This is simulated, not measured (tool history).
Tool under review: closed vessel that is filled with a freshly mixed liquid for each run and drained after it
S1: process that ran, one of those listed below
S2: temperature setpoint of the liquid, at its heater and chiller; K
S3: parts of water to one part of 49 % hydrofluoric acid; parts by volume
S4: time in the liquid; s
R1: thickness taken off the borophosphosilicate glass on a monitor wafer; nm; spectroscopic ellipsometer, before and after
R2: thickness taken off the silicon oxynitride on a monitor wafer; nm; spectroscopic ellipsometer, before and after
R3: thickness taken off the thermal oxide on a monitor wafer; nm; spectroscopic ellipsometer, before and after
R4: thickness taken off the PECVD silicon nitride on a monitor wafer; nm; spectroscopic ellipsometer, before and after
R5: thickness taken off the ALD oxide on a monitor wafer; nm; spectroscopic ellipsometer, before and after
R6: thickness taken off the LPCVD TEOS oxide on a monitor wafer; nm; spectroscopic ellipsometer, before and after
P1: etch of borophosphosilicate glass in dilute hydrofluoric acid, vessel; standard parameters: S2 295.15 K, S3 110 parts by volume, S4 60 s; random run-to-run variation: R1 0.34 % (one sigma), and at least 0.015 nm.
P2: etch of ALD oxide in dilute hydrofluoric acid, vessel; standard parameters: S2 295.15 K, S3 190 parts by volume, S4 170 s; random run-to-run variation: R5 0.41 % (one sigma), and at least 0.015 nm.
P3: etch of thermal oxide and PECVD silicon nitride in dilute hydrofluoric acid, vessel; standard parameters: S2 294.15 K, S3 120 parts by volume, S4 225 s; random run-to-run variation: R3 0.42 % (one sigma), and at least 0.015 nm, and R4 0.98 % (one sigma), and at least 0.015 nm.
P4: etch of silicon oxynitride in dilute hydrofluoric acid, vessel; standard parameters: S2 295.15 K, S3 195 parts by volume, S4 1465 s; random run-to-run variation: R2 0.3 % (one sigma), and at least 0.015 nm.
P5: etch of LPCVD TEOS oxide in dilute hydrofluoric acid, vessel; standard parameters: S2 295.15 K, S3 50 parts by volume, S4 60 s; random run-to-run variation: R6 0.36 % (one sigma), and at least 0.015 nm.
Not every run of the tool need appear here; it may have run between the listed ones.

{"run": 1, "day": 0.596, "S1": "P1", "S2": 295.15, "S3": 110, "S4": 60, "R1": 23.667}
{"run": 2, "day": 1.217, "S1": "P4", "S2": 295.15, "S3": 195, "S4": 2695, "R2": 30.777}
{"run": 3, "day": 1.708, "S1": "P3", "S2": 294.15, "S3": 120, "S4": 225, "R3": 7.6354, "R4": 2.6408}
{"run": 4, "day": 2.029, "S1": "P4", "S2": 295.15, "S3": 195, "S4": 1465, "R2": 16.703}
{"run": 5, "day": 2.362, "S1": "P2", "S2": 295.15, "S3": 190, "S4": 170, "R5": 11.293}
{"run": 6, "day": 2.954, "S1": "P5", "S2": 295.15, "S3": 50, "S4": 60, "R6": 65.236}
{"run": 7, "day": 3.65, "S1": "P5", "S2": 295.15, "S3": 50, "S4": 60, "R6": 65.639}
{"run": 8, "day": 4.108, "S1": "P1", "S2": 295.15, "S3": 110, "S4": 60, "R1": 23.675}
{"run": 9, "day": 4.433, "S1": "P1", "S2": 302.65, "S3": 110, "S4": 60, "R1": 31.456}
{"run": 10, "day": 5.038, "S1": "P1", "S2": 295.15, "S3": 110, "S4": 30, "R1": 11.793}
{"run": 11, "day": 5.533, "S1": "P1", "S2": 295.15, "S3": 20, "S4": 60, "R1": 144.72}
{"run": 12, "day": 6.104, "S1": "P1", "S2": 302.15, "S3": 110, "S4": 35, "R1": 18.025}
{"run": 13, "day": 6.467, "S1": "P3", "S2": 294.15, "S3": 120, "S4": 225, "R3": 7.6289, "R4": 2.5775}
{"run": 14, "day": 7.067, "S1": "P4", "S2": 295.15, "S3": 360, "S4": 1465, "R2": 8.0667}
{"run": 15, "day": 7.675, "S1": "P2", "S2": 295.15, "S3": 190, "S4": 340, "R5": 22.565}
{"run": 16, "day": 8.162, "S1": "P5", "S2": 295.15, "S3": 70, "S4": 60, "R6": 45.891}
{"run": 17, "day": 8.679, "S1": "P1", "S2": 291.15, "S3": 170, "S4": 60, "R1": 12.215}
{"day": 8.962, "done": "hydrofluoric acid flow meter replaced"}
{"run": 18, "day": 9.162, "S1": "P5", "S2": 303.15, "S3": 50, "S4": 60, "R6": 90.698}
{"run": 19, "day": 9.729, "S1": "P1", "S2": 295.15, "S3": 110, "S4": 60, "R1": 23.6}
{"run": 20, "day": 10.367, "S1": "P3", "S2": 301.15, "S3": 120, "S4": 225, "R3": 10.01, "R4": 4.1381}
{"run": 21, "day": 10.692, "S1": "P4", "S2": 301.65, "S3": 195, "S4": 1465, "R2": 22.247}
{"run": 22, "day": 11.029, "S1": "P2", "S2": 295.15, "S3": 50, "S4": 170, "R5": 50.345}
{"run": 23, "day": 11.429, "S1": "P2", "S2": 303.65, "S3": 190, "S4": 170, "R5": 15.299}
{"run": 24, "day": 11.888, "S1": "P1", "S2": 290.15, "S3": 110, "S4": 60, "R1": 19.185}
{"run": 25, "day": 12.233, "S1": "P1", "S2": 295.15, "S3": 110, "S4": 105, "R1": 41.332}
{"run": 26, "day": 12.829, "S1": "P3", "S2": 294.15, "S3": 75, "S4": 225, "R3": 12.828, "R4": 4.2191}
{"run": 27, "day": 13.283, "S1": "P5", "S2": 295.15, "S3": 50, "S4": 30, "R6": 32.718}
{"run": 28, "day": 13.829, "S1": "P3", "S2": 294.15, "S3": 120, "S4": 440, "R3": 15.007, "R4": 5.163}
{"run": 29, "day": 14.167, "S1": "P1", "S2": 295.15, "S3": 175, "S4": 60, "R1": 13.896}
{"run": 30, "day": 14.838, "S1": "P1", "S2": 295.15, "S3": 110, "S4": 60, "R1": 23.708}
{"run": 31, "day": 15.404, "S1": "P2", "S2": 295.15, "S3": 190, "S4": 170, "R5": 11.253}
{"run": 32, "day": 15.708, "S1": "P1", "S2": 295.15, "S3": 110, "S4": 60, "R1": 23.575}
{"run": 33, "day": 16.233, "S1": "P1", "S2": 295.15, "S3": 110, "S4": 60, "R1": 23.139}
{"run": 34, "day": 16.917, "S1": "P1", "S2": 295.15, "S3": 110, "S4": 60, "R1": 22.608}
{"run": 35, "day": 17.438, "S1": "P1", "S2": 295.15, "S3": 110, "S4": 60, "R1": 22.348}
{"run": 36, "day": 17.862, "S1": "P1", "S2": 295.15, "S3": 110, "S4": 60, "R1": 22.433}
{"run": 37, "day": 18.179, "S1": "P1", "S2": 295.15, "S3": 110, "S4": 60, "R1": 22.225}
{"run": 38, "day": 18.638, "S1": "P1", "S2": 295.15, "S3": 110, "S4": 60, "R1": 22.229}
{"run": 39, "day": 19.267, "S1": "P1", "S2": 295.15, "S3": 110, "S4": 60, "R1": 22.281}
{"run": 40, "day": 19.592, "S1": "P1", "S2": 295.15, "S3": 110, "S4": 60, "R1": 22.247}

P1 has crept away from where it was. The log is fitted equally well by each of these 2 causes, at the sizes shown:
A: liquid colder than its thermometer reads (K) = 1.5
B: hydrofluoric acid flow below the setpoint (%) = 5.21
The drift started at roughly day 15.708.

Which of the 4 check runs listed below, each an average over 3 wafers with its results shown as question marks, gives clearly different results under the different listed causes?
{"run": "check 1", "day": 19.917, "S1": "P5", "S2": 303.15, "S3": 50, "S4": 60, "R6": "?"}
{"run": "check 2", "day": 19.917, "S1": "P4", "S2": 299.65, "S3": 195, "S4": 1465, "R2": "?"}
{"run": "check 3", "day": 19.917, "S1": "P3", "S2": 300.15, "S3": 120, "S4": 395, "R3": "?", "R4": "?"}
{"run": "check 4", "day": 19.917, "S1": "P2", "S2": 295.15, "S3": 75, "S4": 325, "R5": "?"}

If the cause were each of the candidates in turn, the checks would give the following:
check=check_1 result=R6 if_A=85.663 if_B=85.788
check=check_2 result=R2 if_A=19.0530 if_B=19.1240
check=check_3 result=R3 if_A=16.0190 if_B=15.9460
check=check_3 result=R4 if_A=6.2066 if_B=6.4771
check=check_4 result=R5 if_A=58.331 if_B=58.535
How far apart the two closest causes lie, in the result that separates them most: check 1 0.15 %; check 2 0.37 %; check 3 4.27 %; check 4 0.35 %
Check 3 is the one run that separates the causes; every other check would come out nearly the same whichever cause is at work.

Then check 3 was run and gave: R3 16.0160 nm; R4 6.2771 nm. Which cause is it?

Of the candidate causes, it is A: liquid colder than its thermometer reads (K).
